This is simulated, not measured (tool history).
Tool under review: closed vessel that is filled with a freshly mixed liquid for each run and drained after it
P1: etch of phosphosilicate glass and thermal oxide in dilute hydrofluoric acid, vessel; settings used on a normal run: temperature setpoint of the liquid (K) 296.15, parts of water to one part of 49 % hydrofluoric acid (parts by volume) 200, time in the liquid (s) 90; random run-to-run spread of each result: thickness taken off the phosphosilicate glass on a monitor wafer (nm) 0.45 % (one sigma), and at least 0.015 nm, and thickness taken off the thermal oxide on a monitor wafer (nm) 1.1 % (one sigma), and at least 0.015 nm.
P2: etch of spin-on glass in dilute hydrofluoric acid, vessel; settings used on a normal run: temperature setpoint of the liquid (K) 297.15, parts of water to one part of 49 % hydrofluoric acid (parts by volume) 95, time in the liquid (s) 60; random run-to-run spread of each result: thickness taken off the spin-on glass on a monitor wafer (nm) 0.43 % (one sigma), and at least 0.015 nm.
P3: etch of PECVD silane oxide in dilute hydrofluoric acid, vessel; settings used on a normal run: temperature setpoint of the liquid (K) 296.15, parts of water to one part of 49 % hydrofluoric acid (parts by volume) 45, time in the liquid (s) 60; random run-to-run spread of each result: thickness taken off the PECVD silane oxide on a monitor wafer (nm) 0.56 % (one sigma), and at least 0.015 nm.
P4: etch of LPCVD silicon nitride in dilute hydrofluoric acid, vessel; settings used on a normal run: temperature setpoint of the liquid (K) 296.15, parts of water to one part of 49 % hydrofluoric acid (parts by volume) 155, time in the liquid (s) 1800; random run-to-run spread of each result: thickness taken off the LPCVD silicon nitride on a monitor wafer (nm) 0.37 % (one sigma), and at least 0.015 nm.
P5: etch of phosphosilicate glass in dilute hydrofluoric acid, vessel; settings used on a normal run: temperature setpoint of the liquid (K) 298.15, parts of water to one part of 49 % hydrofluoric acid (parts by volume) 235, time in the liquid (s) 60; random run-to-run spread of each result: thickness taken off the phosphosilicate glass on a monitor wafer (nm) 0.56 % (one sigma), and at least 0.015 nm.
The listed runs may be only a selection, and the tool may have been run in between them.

| run | hour | process that ran | temperature setpoint of the liquid (K) | parts of water to one part of 49 % hydrofluoric acid (parts by volume) | time in the liquid (s) | hours since the thermometer was replaced | hours since the hydrofluoric acid flow meter was replaced | thickness taken off the phosphosilicate glass on a monitor wafer (nm) | thickness taken off the thermal oxide on a monitor wafer (nm) | thickness taken off the PECVD silane oxide on a monitor wafer (nm) | thickness taken off the LPCVD silicon nitride on a monitor wafer (nm) | thickness taken off the spin-on glass on a monitor wafer (nm) |
|---|---|---|---|---|---|---|---|---|---|---|---|---|
| 1 | 7.0 | P1 | 296.15 | 200 | 90 | 190.7 | 353.2 | 31.4220 | 1.99550 |  |  |  |
| 2 | 13.8 | P3 | 296.15 | 75 | 60 | 197.5 | 360.0 |  |  | 26.571 |  |  |
| 3 | 20.6 | P4 | 296.15 | 155 | 300 | 204.3 | 366.8 |  |  |  | 0.92279 |  |
| 4 | 27.1 | P5 | 298.15 | 75 | 60 | 210.8 | 373.3 | 167.1600 |  |  |  |  |
| 5 | 36.9 | P1 | 296.15 | 200 | 145 | 220.6 | 383.1 | 50.4140 | 3.25370 |  |  |  |
| 6 | 42.5 | P1 | 296.15 | 200 | 90 | 226.2 | 388.7 | 31.4930 | 2.00170 |  |  |  |
| 7 | 52.4 | P4 | 304.15 | 155 | 1800 | 236.1 | 398.6 |  |  |  | 9.16180 |  |
| 8 | 60.8 | P1 | 296.15 | 200 | 90 | 244.5 | 407.0 | 31.5660 | 1.93570 |  |  |  |
| 9 | 68.5 | P1 | 296.15 | 285 | 90 | 252.2 | 414.7 | 20.0690 | 1.28650 |  |  |  |
| 10 | 76.1 | P2 | 297.15 | 95 | 30 | 259.8 | 422.3 |  |  |  |  | 18.680 |
| 11 | 85.6 | P1 | 296.15 | 200 | 90 | 269.3 | 431.8 | 31.3290 | 1.96980 |  |  |  |
| 12 | 90.7 | P2 | 305.65 | 95 | 60 | 274.4 | 436.9 |  |  |  |  | 51.527 |
| 13 | 98.6 | P3 | 296.15 | 45 | 60 | 282.3 | 444.8 |  |  | 45.826 |  |  |
| 14 | 107.4 | P5 | 304.65 | 235 | 60 | 291.1 | 453.6 | 55.6160 |  |  |  |  |
| 15 | 114.4 | P2 | 297.15 | 95 | 60 | 298.1 | 460.6 |  |  |  |  | 37.335 |
| 16 | 121.1 | P1 | 290.15 | 200 | 90 | 304.8 | 467.3 | 24.9790 | 1.62830 |  |  |  |
| 17 | 129.1 | P1 | 296.15 | 200 | 45 | 312.8 | 475.3 | 15.7530 | 1.00180 |  |  |  |
| 18 | 135.3 | P1 | 296.15 | 200 | 90 | 319.0 | 481.5 | 31.4550 | 1.97800 |  |  |  |
|  | 136.4 | hydrofluoric acid flow meter replaced |
| 19 | 141.4 | P3 | 290.65 | 45 | 60 | 325.1 | 5.0 |  |  | 36.713 |  |  |
| 20 | 150.3 | P5 | 298.15 | 235 | 60 | 334.0 | 13.9 | 44.9580 |  |  |  |  |
| 21 | 159.3 | P5 | 298.15 | 235 | 85 | 343.0 | 22.9 | 63.2980 |  |  |  |  |
| 22 | 166.6 | P2 | 297.15 | 50 | 60 | 350.3 | 30.2 |  |  |  |  | 75.643 |
| 23 | 174.5 | P1 | 292.15 | 200 | 30 | 358.2 | 38.1 | 9.0337 | 0.57077 |  |  |  |
| 24 | 182.8 | P1 | 296.15 | 200 | 90 | 366.5 | 46.4 | 31.3350 | 1.99910 |  |  |  |
| 25 | 192.2 | P3 | 296.15 | 45 | 30 | 375.9 | 55.8 |  |  | 23.109 |  |  |
| 26 | 199.9 | P1 | 296.15 | 200 | 90 | 383.6 | 63.5 | 31.4400 | 2.00440 |  |  |  |
| 27 | 208.9 | P4 | 296.15 | 155 | 1800 | 392.6 | 72.5 |  |  |  | 5.54580 |  |
| 28 | 213.2 | P1 | 304.65 | 200 | 90 | 396.9 | 76.8 | 42.4920 | 2.67730 |  |  |  |
| 29 | 219.4 | P4 | 296.15 | 75 | 1800 | 403.1 | 83.0 |  |  |  | 11.29700 |  |
| 30 | 224.0 | P2 | 297.15 | 95 | 60 | 407.7 | 87.6 |  |  |  |  | 37.594 |
| 31 | 231.1 | P1 | 296.15 | 360 | 160 | 414.8 | 94.7 | 26.6570 | 1.67090 |  |  |  |
| 32 | 236.8 | P3 | 296.15 | 45 | 60 | 420.5 | 100.4 |  |  | 46.020 |  |  |
| 33 | 246.6 | P1 | 296.15 | 120 | 90 | 430.3 | 110.2 | 56.9980 | 3.64320 |  |  |  |
| 34 | 253.3 | P1 | 290.15 | 200 | 50 | 437.0 | 116.9 | 13.8840 | 0.88690 |  |  |  |
| 35 | 257.5 | P1 | 296.15 | 200 | 90 | 441.2 | 121.1 | 31.2720 | 2.01620 |  |  |  |
| 36 | 267.1 | P1 | 296.15 | 200 | 90 | 450.8 | 130.7 | 32.0240 | 2.02570 |  |  |  |
| 37 | 275.0 | P1 | 296.15 | 200 | 90 | 458.7 | 138.6 | 32.5010 | 2.09070 |  |  |  |
| 38 | 281.0 | P1 | 296.15 | 200 | 90 | 464.7 | 144.6 | 32.6450 | 2.03680 |  |  |  |
| 39 | 286.9 | P1 | 296.15 | 200 | 90 | 470.6 | 150.5 | 32.8430 | 2.08520 |  |  |  |
| 40 | 293.2 | P1 | 296.15 | 200 | 90 | 476.9 | 156.8 | 32.9450 | 2.08640 |  |  |  |
| 41 | 301.9 | P1 | 296.15 | 200 | 90 | 485.6 | 165.5 | 32.9780 | 2.10080 |  |  |  |
| 42 | 310.9 | P1 | 296.15 | 200 | 90 | 494.6 | 174.5 | 33.2480 | 2.11870 |  |  |  |
| 43 | 318.9 | P1 | 296.15 | 200 | 90 | 502.6 | 182.5 | 32.9210 | 2.11060 |  |  |  |
| 44 | 324.2 | P1 | 296.15 | 200 | 90 | 507.9 | 187.8 | 33.4410 | 2.14150 |  |  |  |
| 45 | 329.8 | P1 | 296.15 | 200 | 90 | 513.5 | 193.4 | 32.9660 | 2.12390 |  |  |  |

P1 has crept away from where it was. The log is fitted equally well by each of these 2 causes, at the sizes shown:
A: liquid hotter than its thermometer reads (K) = 1.44
B: hydrofluoric acid flow above the setpoint (%) = 4.5
The onset of the drift is placed at about hour 257.5.

4 check runs are offered, one wafer each, their results left as question marks. Which one tells the causes apart?
| check 1 | 335.4 | P5 | 298.15 | 235 | 85 |  |  | ? |  |  |  |  |
| check 2 | 335.4 | P4 | 296.15 | 80 | 725 |  |  |  |  |  | ? |  |
| check 3 | 335.4 | P2 | 305.15 | 95 | 35 |  |  |  |  |  |  | ? |
| check 4 | 335.4 | P3 | 293.15 | 75 | 60 |  |  |  |  | ? |  |  |

What each check would give under each cause:
| check | result | if A | if B |
|---|---|---|---|
| check 1 | thickness taken off the phosphosilicate glass on a monitor wafer (nm) | 66.3650 | 66.6160 |
| check 2 | thickness taken off the LPCVD silicon nitride on a monitor wafer (nm) | 4.71320 | 4.47090 |
| check 3 | thickness taken off the spin-on glass on a monitor wafer (nm) | 31.344 | 31.258 |
| check 4 | thickness taken off the PECVD silane oxide on a monitor wafer (nm) | 25.069 | 24.771 |
Per check, the gap between the least separated pair of causes, taken in the result that splits them most: check 1 0.38 %; check 2 5.28 %; check 3 0.28 %; check 4 1.2 %
The causes can be told apart only by check 2. The other checks would give nearly the same results under each of them.

Check 2 was then run and gave: thickness taken off the LPCVD silicon nitride on a monitor wafer (nm) 4.72460. Which cause is it?

The correct cause is A, namely: liquid hotter than its thermometer reads (K).

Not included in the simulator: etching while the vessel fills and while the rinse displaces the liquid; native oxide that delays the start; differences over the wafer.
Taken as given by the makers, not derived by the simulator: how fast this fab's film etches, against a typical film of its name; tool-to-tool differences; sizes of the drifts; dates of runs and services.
